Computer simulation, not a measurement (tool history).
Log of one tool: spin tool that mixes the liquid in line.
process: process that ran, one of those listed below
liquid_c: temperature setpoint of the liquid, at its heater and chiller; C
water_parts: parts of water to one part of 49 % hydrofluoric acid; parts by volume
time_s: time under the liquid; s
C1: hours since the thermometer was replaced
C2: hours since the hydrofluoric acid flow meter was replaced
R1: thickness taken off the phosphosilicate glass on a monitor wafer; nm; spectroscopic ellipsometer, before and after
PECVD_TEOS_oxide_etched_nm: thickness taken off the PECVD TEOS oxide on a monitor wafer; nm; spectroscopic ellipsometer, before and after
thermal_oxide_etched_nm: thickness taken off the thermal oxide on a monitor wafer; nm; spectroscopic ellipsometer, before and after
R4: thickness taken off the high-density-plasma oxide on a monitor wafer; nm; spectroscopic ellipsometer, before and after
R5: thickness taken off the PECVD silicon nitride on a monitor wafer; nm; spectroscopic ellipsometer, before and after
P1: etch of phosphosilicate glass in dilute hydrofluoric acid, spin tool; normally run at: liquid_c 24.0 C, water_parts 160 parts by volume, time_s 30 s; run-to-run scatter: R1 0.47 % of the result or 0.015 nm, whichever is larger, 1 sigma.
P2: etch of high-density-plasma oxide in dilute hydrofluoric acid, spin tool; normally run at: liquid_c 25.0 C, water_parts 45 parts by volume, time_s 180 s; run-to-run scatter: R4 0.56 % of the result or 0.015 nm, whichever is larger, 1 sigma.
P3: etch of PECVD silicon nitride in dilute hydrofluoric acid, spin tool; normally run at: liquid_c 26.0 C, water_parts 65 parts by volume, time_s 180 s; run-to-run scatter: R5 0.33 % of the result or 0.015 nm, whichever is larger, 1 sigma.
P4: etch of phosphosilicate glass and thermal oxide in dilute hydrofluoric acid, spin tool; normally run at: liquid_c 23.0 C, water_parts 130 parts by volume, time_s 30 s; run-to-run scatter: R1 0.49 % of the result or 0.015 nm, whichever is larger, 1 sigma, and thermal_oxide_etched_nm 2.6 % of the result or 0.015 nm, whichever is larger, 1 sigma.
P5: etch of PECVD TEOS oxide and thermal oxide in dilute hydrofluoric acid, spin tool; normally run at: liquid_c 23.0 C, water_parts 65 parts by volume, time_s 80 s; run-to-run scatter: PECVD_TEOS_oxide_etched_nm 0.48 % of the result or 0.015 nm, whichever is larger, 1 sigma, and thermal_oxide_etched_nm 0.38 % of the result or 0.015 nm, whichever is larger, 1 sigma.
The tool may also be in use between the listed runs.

run 1 hour=4.0 | process=P1 liquid_c=24.0 water_parts=160 time_s=30 | C1=1742.1 C2=433.0 | R1=34.664
run 2 hour=9.5 | process=P5 liquid_c=23.0 water_parts=65 time_s=145 | C1=1747.6 C2=438.5 | PECVD_TEOS_oxide_etched_nm=22.2320 thermal_oxide_etched_nm=10.18900
run 3 hour=13.2 | process=P5 liquid_c=17.0 water_parts=65 time_s=80 | C1=1751.3 C2=442.2 | PECVD_TEOS_oxide_etched_nm=9.4231 thermal_oxide_etched_nm=4.34620
run 4 hour=18.3 | process=P1 liquid_c=24.0 water_parts=90 time_s=30 | C1=1756.4 C2=447.3 | R1=66.650
run 5 hour=23.6 | process=P1 liquid_c=24.0 water_parts=160 time_s=30 | C1=1761.7 C2=452.6 | R1=34.805
run 6 hour=26.6 | process=P1 liquid_c=27.5 water_parts=275 time_s=30 | C1=1764.7 C2=455.6 | R1=20.296
run 7 hour=29.7 | process=P1 liquid_c=17.0 water_parts=160 time_s=30 | C1=1767.8 C2=458.7 | R1=26.343
run 8 hour=34.4 | process=P1 liquid_c=24.0 water_parts=160 time_s=30 | C1=1772.5 C2=463.4 | R1=34.713
run 9 hour=38.2 | process=P2 liquid_c=25.0 water_parts=70 time_s=180 | C1=1776.3 C2=467.2 | R4=17.989
run 10 hour=40.9 | process=P1 liquid_c=24.0 water_parts=160 time_s=30 | C1=1779.0 C2=469.9 | R1=34.864
run 11 hour=45.6 | process=P1 liquid_c=24.0 water_parts=270 time_s=30 | C1=1783.7 C2=474.6 | R1=18.193
run 12 hour=49.5 | process=P4 liquid_c=17.0 water_parts=130 time_s=30 | C1=1787.6 C2=478.5 | R1=28.828 thermal_oxide_etched_nm=0.84767
run 13 hour=53.0 | process=P1 liquid_c=24.0 water_parts=95 time_s=50 | C1=1791.1 C2=482.0 | R1=105.000
run 14 hour=58.4 | process=P4 liquid_c=23.0 water_parts=130 time_s=30 | C1=1796.5 C2=487.4 | R1=36.876 thermal_oxide_etched_nm=1.09780
run 15 hour=62.7 | process=P3 liquid_c=34.0 water_parts=65 time_s=180 | C1=1800.8 C2=491.7 | R5=13.8090
run 16 hour=67.8 | process=P2 liquid_c=32.5 water_parts=45 time_s=180 | C1=1805.9 C2=496.8 | R4=38.831
run 17 hour=73.2 | process=P4 liquid_c=23.0 water_parts=25 time_s=30 | C1=1811.3 C2=502.2 | R1=218.410 thermal_oxide_etched_nm=6.60620
-- hour=77.6 thermometer replaced
run 18 hour=77.6 | process=P5 liquid_c=23.0 water_parts=65 time_s=80 | C1=0.1 C2=506.6 | PECVD_TEOS_oxide_etched_nm=12.2690 thermal_oxide_etched_nm=5.56700
run 19 hour=81.3 | process=P3 liquid_c=26.0 water_parts=65 time_s=50 | C1=3.8 C2=510.3 | R5=2.2900
run 20 hour=86.3 | process=P4 liquid_c=23.0 water_parts=130 time_s=60 | C1=8.8 C2=515.3 | R1=74.004 thermal_oxide_etched_nm=2.08640
run 21 hour=88.8 | process=P1 liquid_c=30.5 water_parts=160 time_s=50 | C1=11.3 C2=517.8 | R1=73.733
run 22 hour=91.4 | process=P1 liquid_c=30.0 water_parts=160 time_s=30 | C1=13.9 C2=520.4 | R1=43.330
run 23 hour=94.3 | process=P1 liquid_c=24.0 water_parts=160 time_s=30 | C1=16.8 C2=523.3 | R1=34.900
run 24 hour=97.3 | process=P2 liquid_c=25.0 water_parts=45 time_s=180 | C1=19.8 C2=526.3 | R4=28.910
run 25 hour=101.1 | process=P5 liquid_c=23.0 water_parts=65 time_s=80 | C1=23.6 C2=530.1 | PECVD_TEOS_oxide_etched_nm=12.1670 thermal_oxide_etched_nm=5.61100
run 26 hour=104.9 | process=P2 liquid_c=25.0 water_parts=45 time_s=265 | C1=27.4 C2=533.9 | R4=42.236
run 27 hour=107.9 | process=P1 liquid_c=24.0 water_parts=160 time_s=15 | C1=30.4 C2=536.9 | R1=17.357
run 28 hour=110.7 | process=P3 liquid_c=26.0 water_parts=65 time_s=180 | C1=33.2 C2=539.7 | R5=8.2644
run 29 hour=113.8 | process=P1 liquid_c=24.0 water_parts=160 time_s=50 | C1=36.3 C2=542.8 | R1=57.971
run 30 hour=118.6 | process=P5 liquid_c=23.0 water_parts=110 time_s=80 | C1=41.1 C2=547.6 | PECVD_TEOS_oxide_etched_nm=6.8871 thermal_oxide_etched_nm=3.14820
run 31 hour=123.1 | process=P3 liquid_c=26.0 water_parts=35 time_s=180 | C1=45.6 C2=552.1 | R5=15.2660
run 32 hour=127.7 | process=P1 liquid_c=24.0 water_parts=160 time_s=30 | C1=50.2 C2=556.7 | R1=34.621
run 33 hour=131.1 | process=P1 liquid_c=24.0 water_parts=160 time_s=30 | C1=53.6 C2=560.1 | R1=33.949
run 34 hour=135.4 | process=P1 liquid_c=24.0 water_parts=160 time_s=30 | C1=57.9 C2=564.4 | R1=33.198
run 35 hour=138.6 | process=P1 liquid_c=24.0 water_parts=160 time_s=30 | C1=61.1 C2=567.6 | R1=33.088
run 36 hour=142.0 | process=P1 liquid_c=24.0 water_parts=160 time_s=30 | C1=64.5 C2=571.0 | R1=32.794
run 37 hour=147.0 | process=P1 liquid_c=24.0 water_parts=160 time_s=30 | C1=69.5 C2=576.0 | R1=32.722
run 38 hour=151.3 | process=P1 liquid_c=24.0 water_parts=160 time_s=30 | C1=73.8 C2=580.3 | R1=32.629
run 39 hour=155.6 | process=P1 liquid_c=24.0 water_parts=160 time_s=30 | C1=78.1 C2=584.6 | R1=32.473

The next listed run, before its measurement:
run 40 hour=161.2 | process=P1 liquid_c=24.0 water_parts=160 time_s=30 | C1=83.7 C2=590.2 | R1=?

Run 40 gave R1 32.499 nm.
